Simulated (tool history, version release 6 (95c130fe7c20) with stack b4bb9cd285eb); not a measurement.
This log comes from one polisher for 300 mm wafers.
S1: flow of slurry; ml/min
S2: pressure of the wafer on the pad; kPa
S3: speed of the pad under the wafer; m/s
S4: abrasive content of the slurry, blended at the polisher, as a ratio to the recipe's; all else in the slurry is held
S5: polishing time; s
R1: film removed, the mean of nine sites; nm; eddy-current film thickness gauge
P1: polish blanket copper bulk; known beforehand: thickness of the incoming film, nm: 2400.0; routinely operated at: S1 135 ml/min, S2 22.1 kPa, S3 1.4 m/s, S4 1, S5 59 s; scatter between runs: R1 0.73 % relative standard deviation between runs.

{"run": 1, "hour": 15.8, "S1": 135, "S2": 22.1, "S3": 1.4, "S4": 1, "S5": 59, "R1": 778.84}
{"run": 2, "hour": 30.4, "S1": 135, "S2": 22.1, "S3": 1.4, "S4": 0.5, "S5": 59, "R1": 681.39}
{"run": 3, "hour": 48.5, "S1": 135, "S2": 11.7, "S3": 1.4, "S4": 1, "S5": 59, "R1": 413.82}
{"run": 4, "hour": 67.1, "S1": 135, "S2": 22.1, "S3": 1.4, "S4": 1, "S5": 89, "R1": 1185.7}
{"run": 5, "hour": 78.8, "S1": 135, "S2": 22.1, "S3": 0.76, "S4": 1, "S5": 59, "R1": 421.21}
{"hour": 80.8, "done": "slurry blender recalibrated"}
{"run": 6, "hour": 97.7, "S1": 135, "S2": 22.1, "S3": 1.4, "S4": 1, "S5": 34, "R1": 445.86}
{"run": 7, "hour": 110.6, "S1": 90, "S2": 22.1, "S3": 1.4, "S4": 1, "S5": 59, "R1": 715.69}
{"run": 8, "hour": 119.9, "S1": 135, "S2": 22.1, "S3": 1.4, "S4": 0.75, "S5": 44, "R1": 551.42}
{"run": 9, "hour": 134.0, "S1": 135, "S2": 22.1, "S3": 1.4, "S4": 1.35, "S5": 59, "R1": 819.44}
{"run": 10, "hour": 143.0, "S1": 135, "S2": 22.1, "S3": 1.4, "S4": 1, "S5": 59, "R1": 774.35}
{"run": 11, "hour": 158.1, "S1": 135, "S2": 22.1, "S3": 1.4, "S4": 1, "S5": 59, "R1": 779.44}
{"run": 12, "hour": 167.1, "S1": 135, "S2": 22.1, "S3": 1.92, "S4": 1, "S5": 59, "R1": 1073.1}
{"run": 13, "hour": 175.9, "S1": 190, "S2": 22.1, "S3": 1.4, "S4": 1, "S5": 59, "R1": 824.08}
{"run": 14, "hour": 187.6, "S1": 135, "S2": 33.1, "S3": 1.4, "S4": 1, "S5": 59, "R1": 1176.3}
{"run": 15, "hour": 197.4, "S1": 135, "S2": 11.7, "S3": 2.12, "S4": 1, "S5": 59, "R1": 620.52}
{"run": 16, "hour": 213.0, "S1": 135, "S2": 22.1, "S3": 1.4, "S4": 1.3, "S5": 82, "R1": 1152.1}
{"run": 17, "hour": 226.6, "S1": 135, "S2": 22.1, "S3": 1.4, "S4": 1, "S5": 59, "R1": 789.88}
{"run": 18, "hour": 240.8, "S1": 135, "S2": 22.1, "S3": 1.4, "S4": 1, "S5": 59, "R1": 778.95}
{"run": 19, "hour": 254.5, "S1": 135, "S2": 22.1, "S3": 1.4, "S4": 1, "S5": 59, "R1": 762.12}
{"run": 20, "hour": 263.1, "S1": 135, "S2": 22.1, "S3": 1.4, "S4": 1, "S5": 59, "R1": 751.01}

For run 21, what comes out?
{"run": 21, "hour": 281.5, "S1": 135, "S2": 22.1, "S3": 1.4, "S4": 1, "S5": 59, "R1": "?"}

Run 21 gave R1 717.64 nm.
